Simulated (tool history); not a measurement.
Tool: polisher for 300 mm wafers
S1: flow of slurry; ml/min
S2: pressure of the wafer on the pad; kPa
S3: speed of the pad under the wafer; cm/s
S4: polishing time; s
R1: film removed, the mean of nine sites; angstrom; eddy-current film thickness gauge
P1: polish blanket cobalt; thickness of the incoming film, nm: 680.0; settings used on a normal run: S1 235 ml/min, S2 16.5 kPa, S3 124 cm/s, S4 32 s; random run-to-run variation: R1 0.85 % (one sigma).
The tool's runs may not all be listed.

run	hour	S1	S2	S3	S4	R1
1	8.9	235	16.5	124	32	2572.3
2	17.3	235	16.5	124	32	2569.6
3	28.4	140	16.5	124	32	2390.5
4	38.7	140	16.5	174	32	3325.8
5	46.8	350	16.5	124	32	2633.8
6	53.7	235	25.5	124	32	3964
7	61.5	235	16.5	124	32	2552.7
8	69.9	235	16.5	56	32	1168.5
9	83.3	235	16.5	124	32	2560.9
10	90.5	235	16.5	170	32	3498.2
11	98.8	235	21.4	124	18	1888
12	107.3	235	16.5	124	23	1855.5
13	115	325	22.1	124	32	3549.5
14	122.4	235	10.3	124	32	1574.5
15	128.5	235	16.5	124	50	4059.7
16	138.6	235	16.5	124	32	2591
17	145.4	235	16.5	124	32	2533.4
18	153.2	235	16.5	124	32	2513.1
19	166.5	235	16.5	124	32	2471.3
20	173.5	235	16.5	124	32	2480.1
21	184.2	235	16.5	124	32	2452
# hour 193.4: worn pad replaced by a new one
22	194.9	235	16.5	124	32	2454
23	202.8	235	16.5	124	32	2443.5
24	211.3	235	16.5	124	32	2460.5
25	220	235	16.5	124	32	2408.7
26	227.3	235	16.5	124	32	2440.2

Compared with where it was, what P1 gives has crept away. Each cause listed below fits the log as well as the rest, at the size given for it:
A: slurry flow missing at the pad, % = 31
B: head's pressure below its setpoint, % = 4.89
Creep in the process output first set in at about hour 145.4.
Why every other cause is out:
removal rate lost through wear of the pad, %: its service at hour 193.4 followed the start of the drift and did not put the process back to its old value

Each of the check runs listed below is run on 5 wafers and reports their average, with the results left as question marks. Pick the one under which the possible causes would lead to clearly different results.
check 1	234.6	235	25.5	124	32	?
check 2	234.6	235	22.8	56	32	?
check 3	234.6	140	16.5	124	43	?
check 4	234.6	235	16.5	162	50	?

Outcome of each check run for each possible cause:
check	result	if A	if B
check 1	R1	3760.6	3760.7
check 2	R1	1514.7	1514.8
check 3	R1	2948.3	3040.1
check 4	R1	4979.5	4979.6
Per check, the gap between the least separated pair of causes, taken in the result that splits them most: check 1 0 %; check 2 0 %; check 3 3.06 %; check 4 0 %
Of the check runs offered, only check 3 discriminates between the causes; the rest would read about the same regardless of which cause applies.

The results of check 3 are: R1 3063.6 angstrom. Based on these, which of the listed causes is it?

The cause is B: head's pressure below its setpoint, %.

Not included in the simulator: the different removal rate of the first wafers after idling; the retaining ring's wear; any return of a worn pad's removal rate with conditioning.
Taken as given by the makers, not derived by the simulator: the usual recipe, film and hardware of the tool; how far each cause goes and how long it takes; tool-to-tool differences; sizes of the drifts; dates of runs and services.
